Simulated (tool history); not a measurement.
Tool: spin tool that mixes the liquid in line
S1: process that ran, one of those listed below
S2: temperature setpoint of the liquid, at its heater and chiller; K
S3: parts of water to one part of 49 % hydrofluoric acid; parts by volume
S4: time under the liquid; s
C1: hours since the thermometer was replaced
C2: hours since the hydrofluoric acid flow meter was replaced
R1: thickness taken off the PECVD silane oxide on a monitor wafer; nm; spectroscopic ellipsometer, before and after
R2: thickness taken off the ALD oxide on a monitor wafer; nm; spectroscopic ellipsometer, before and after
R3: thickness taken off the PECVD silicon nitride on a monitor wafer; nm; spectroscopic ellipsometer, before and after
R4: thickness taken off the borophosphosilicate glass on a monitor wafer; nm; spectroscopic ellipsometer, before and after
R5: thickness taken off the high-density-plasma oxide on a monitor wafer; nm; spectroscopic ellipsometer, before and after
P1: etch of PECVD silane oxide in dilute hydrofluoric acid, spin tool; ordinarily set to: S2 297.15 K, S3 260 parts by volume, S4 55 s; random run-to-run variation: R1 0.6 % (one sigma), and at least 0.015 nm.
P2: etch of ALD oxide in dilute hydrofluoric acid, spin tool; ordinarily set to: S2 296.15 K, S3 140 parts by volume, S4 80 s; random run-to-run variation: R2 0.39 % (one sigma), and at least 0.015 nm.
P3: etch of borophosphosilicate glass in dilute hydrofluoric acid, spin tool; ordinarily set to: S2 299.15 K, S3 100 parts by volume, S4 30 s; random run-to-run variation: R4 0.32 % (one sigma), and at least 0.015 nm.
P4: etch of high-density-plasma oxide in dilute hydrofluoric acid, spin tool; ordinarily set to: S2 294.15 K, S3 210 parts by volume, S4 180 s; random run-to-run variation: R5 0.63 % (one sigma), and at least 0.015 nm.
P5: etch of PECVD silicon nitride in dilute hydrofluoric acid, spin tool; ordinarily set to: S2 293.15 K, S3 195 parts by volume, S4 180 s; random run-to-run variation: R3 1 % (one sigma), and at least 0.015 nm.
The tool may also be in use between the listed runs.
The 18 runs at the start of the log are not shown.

| run | hour | S1 | S2 | S3 | S4 | C1 | C2 | R1 | R2 | R3 | R4 | R5 |
|---|---|---|---|---|---|---|---|---|---|---|---|---|
| 19 | 255.8 | P1 | 297.15 | 260 | 15 | 884.5 | 1482.3 | 1.5718 |  |  |  |  |
| 20 | 270.1 | P3 | 295.15 | 100 | 30 | 898.8 | 1496.6 |  |  |  | 14.274 |  |
| 21 | 287.1 | P5 | 293.15 | 195 | 180 | 915.8 | 1513.6 |  |  | 2.2311 |  |  |
| 22 | 302.7 | P1 | 305.15 | 260 | 55 | 931.4 | 1529.2 | 7.6615 |  |  |  |  |
| 23 | 320 | P1 | 297.15 | 260 | 55 | 948.7 | 1546.5 | 5.7676 |  |  |  |  |
| 24 | 333.8 | P4 | 301.15 | 210 | 180 | 962.5 | 1560.3 |  |  |  |  | 4.7721 |
| 25 | 352.1 | P5 | 290.15 | 195 | 180 | 980.8 | 1578.6 |  |  | 1.8265 |  |  |
| 26 | 366.5 | P4 | 294.15 | 210 | 40 | 995.2 | 1593 |  |  |  |  | 0.79984 |
| 27 | 378 | P2 | 296.15 | 140 | 135 | 1006.7 | 1604.5 |  | 12.335 |  |  |  |
| 28 | 393.7 | P3 | 299.15 | 100 | 30 | 1022.4 | 1620.2 |  |  |  | 16.713 |  |
| 29 | 410.8 | P2 | 296.15 | 230 | 80 | 1039.5 | 1637.3 |  | 4.0483 |  |  |  |
| 30 | 428.9 | P1 | 297.15 | 260 | 55 | 1057.6 | 1655.4 | 5.7907 |  |  |  |  |
| 31 | 440.3 | P1 | 297.15 | 170 | 90 | 1069 | 1666.8 | 15.994 |  |  |  |  |

Run 32 is up next; what results do you expect?
| 32 | 455.3 | P1 | 297.15 | 260 | 55 | 1084 | 1681.8 | ? |  |  |  |  |

{"run 32": {"R1": 5.7504}}
